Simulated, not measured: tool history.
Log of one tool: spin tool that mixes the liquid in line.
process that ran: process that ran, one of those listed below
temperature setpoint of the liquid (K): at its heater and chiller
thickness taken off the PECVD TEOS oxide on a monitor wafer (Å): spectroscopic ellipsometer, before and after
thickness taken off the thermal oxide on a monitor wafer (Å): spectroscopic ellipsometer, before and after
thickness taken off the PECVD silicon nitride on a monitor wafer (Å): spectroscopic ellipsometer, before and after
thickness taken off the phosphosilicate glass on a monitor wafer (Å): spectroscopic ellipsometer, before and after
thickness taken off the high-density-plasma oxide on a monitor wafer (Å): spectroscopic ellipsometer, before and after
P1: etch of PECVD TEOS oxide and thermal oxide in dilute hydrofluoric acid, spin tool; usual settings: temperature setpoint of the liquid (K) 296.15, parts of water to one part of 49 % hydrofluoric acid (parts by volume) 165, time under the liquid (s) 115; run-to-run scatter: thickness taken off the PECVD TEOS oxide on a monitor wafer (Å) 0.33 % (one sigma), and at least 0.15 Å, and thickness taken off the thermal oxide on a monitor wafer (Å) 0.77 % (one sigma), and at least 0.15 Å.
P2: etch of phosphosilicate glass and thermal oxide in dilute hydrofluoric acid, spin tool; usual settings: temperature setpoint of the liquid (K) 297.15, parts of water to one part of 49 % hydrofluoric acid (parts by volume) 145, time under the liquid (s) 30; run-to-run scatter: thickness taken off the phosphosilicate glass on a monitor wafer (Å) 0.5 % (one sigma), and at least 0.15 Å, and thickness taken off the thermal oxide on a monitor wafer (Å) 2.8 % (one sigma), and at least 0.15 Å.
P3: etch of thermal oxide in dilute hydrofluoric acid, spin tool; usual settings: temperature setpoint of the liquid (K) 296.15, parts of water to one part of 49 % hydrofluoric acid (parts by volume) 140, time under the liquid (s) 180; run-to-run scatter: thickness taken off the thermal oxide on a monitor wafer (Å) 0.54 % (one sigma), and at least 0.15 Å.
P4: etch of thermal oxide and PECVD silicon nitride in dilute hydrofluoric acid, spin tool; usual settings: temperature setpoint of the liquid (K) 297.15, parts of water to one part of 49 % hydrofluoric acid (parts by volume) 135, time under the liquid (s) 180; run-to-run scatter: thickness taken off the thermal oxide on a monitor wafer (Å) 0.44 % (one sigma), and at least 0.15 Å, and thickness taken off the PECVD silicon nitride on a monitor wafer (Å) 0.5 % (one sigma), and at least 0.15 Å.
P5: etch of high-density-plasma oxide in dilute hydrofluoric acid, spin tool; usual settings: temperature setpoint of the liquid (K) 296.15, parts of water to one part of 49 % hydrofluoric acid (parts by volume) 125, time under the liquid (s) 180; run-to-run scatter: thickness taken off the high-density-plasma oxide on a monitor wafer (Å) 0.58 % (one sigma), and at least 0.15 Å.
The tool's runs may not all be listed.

| run | hour | process that ran | temperature setpoint of the liquid (K) | parts of water to one part of 49 % hydrofluoric acid (parts by volume) | time under the liquid (s) | thickness taken off the PECVD TEOS oxide on a monitor wafer (Å) | thickness taken off the thermal oxide on a monitor wafer (Å) | thickness taken off the PECVD silicon nitride on a monitor wafer (Å) | thickness taken off the phosphosilicate glass on a monitor wafer (Å) | thickness taken off the high-density-plasma oxide on a monitor wafer (Å) |
|---|---|---|---|---|---|---|---|---|---|---|
| 1 | 14.3 | P1 | 296.15 | 165 | 115 | 120.99 | 28.67 |  |  |  |
| 2 | 32.5 | P4 | 297.15 | 135 | 180 |  | 57.228 | 71.622 |  |  |
| 3 | 43.4 | P2 | 297.15 | 145 | 30 |  | 9.1934 |  | 400.37 |  |
| 4 | 53.2 | P5 | 296.15 | 125 | 15 |  |  |  |  | 5.7793 |
| 5 | 68.9 | P4 | 297.15 | 135 | 295 |  | 94.376 | 118.04 |  |  |
| 6 | 82.5 | P1 | 303.65 | 165 | 115 | 161.02 | 38.151 |  |  |  |
| 7 | 100.7 | P1 | 296.15 | 165 | 115 | 122.36 | 28.457 |  |  |  |
|  | 114.2 | thermometer replaced |
| 8 | 119.5 | P5 | 300.15 | 125 | 180 |  |  |  |  | 82.067 |
| 9 | 136.7 | P4 | 297.15 | 135 | 180 |  | 57.507 | 71.945 |  |  |
| 10 | 152.7 | P1 | 301.65 | 165 | 175 | 227.76 | 53.744 |  |  |  |
| 11 | 161.4 | P1 | 296.15 | 165 | 115 | 122.37 | 28.702 |  |  |  |
| 12 | 179.5 | P1 | 296.15 | 165 | 220 | 234.04 | 55.363 |  |  |  |
| 13 | 188.6 | P1 | 296.15 | 165 | 115 | 121.81 | 29.16 |  |  |  |
| 14 | 198.7 | P4 | 297.15 | 75 | 180 |  | 111.13 | 128.35 |  |  |
| 15 | 216.1 | P3 | 296.15 | 140 | 355 |  | 109.19 |  |  |  |
| 16 | 226.7 | P1 | 290.15 | 165 | 45 | 37.386 | 9.1408 |  |  |  |
| 17 | 240 | P2 | 297.15 | 145 | 30 |  | 9.0701 |  | 396.09 |  |
| 18 | 250.2 | P1 | 296.15 | 165 | 115 | 122.22 | 28.834 |  |  |  |
| 19 | 266.8 | P2 | 297.15 | 145 | 15 |  | 4.3753 |  | 198.52 |  |
| 20 | 275.2 | P1 | 296.15 | 265 | 165 | 98.276 | 23.55 |  |  |  |
| 21 | 294.7 | P1 | 296.15 | 80 | 115 | 278.31 | 65.289 |  |  |  |
| 22 | 310.9 | P1 | 296.15 | 230 | 115 | 81.881 | 19.242 |  |  |  |
| 23 | 321.7 | P2 | 302.15 | 145 | 30 |  | 11.306 |  | 483.99 |  |
| 24 | 341 | P5 | 296.15 | 125 | 180 |  |  |  |  | 70.203 |
| 25 | 357 | P3 | 296.15 | 140 | 180 |  | 55.053 |  |  |  |

Forecast run 26:
| 26 | 367.8 | P5 | 296.15 | 55 | 180 |  |  |  |  | ? |

thickness taken off the high-density-plasma oxide on a monitor wafer (Å): 174.13

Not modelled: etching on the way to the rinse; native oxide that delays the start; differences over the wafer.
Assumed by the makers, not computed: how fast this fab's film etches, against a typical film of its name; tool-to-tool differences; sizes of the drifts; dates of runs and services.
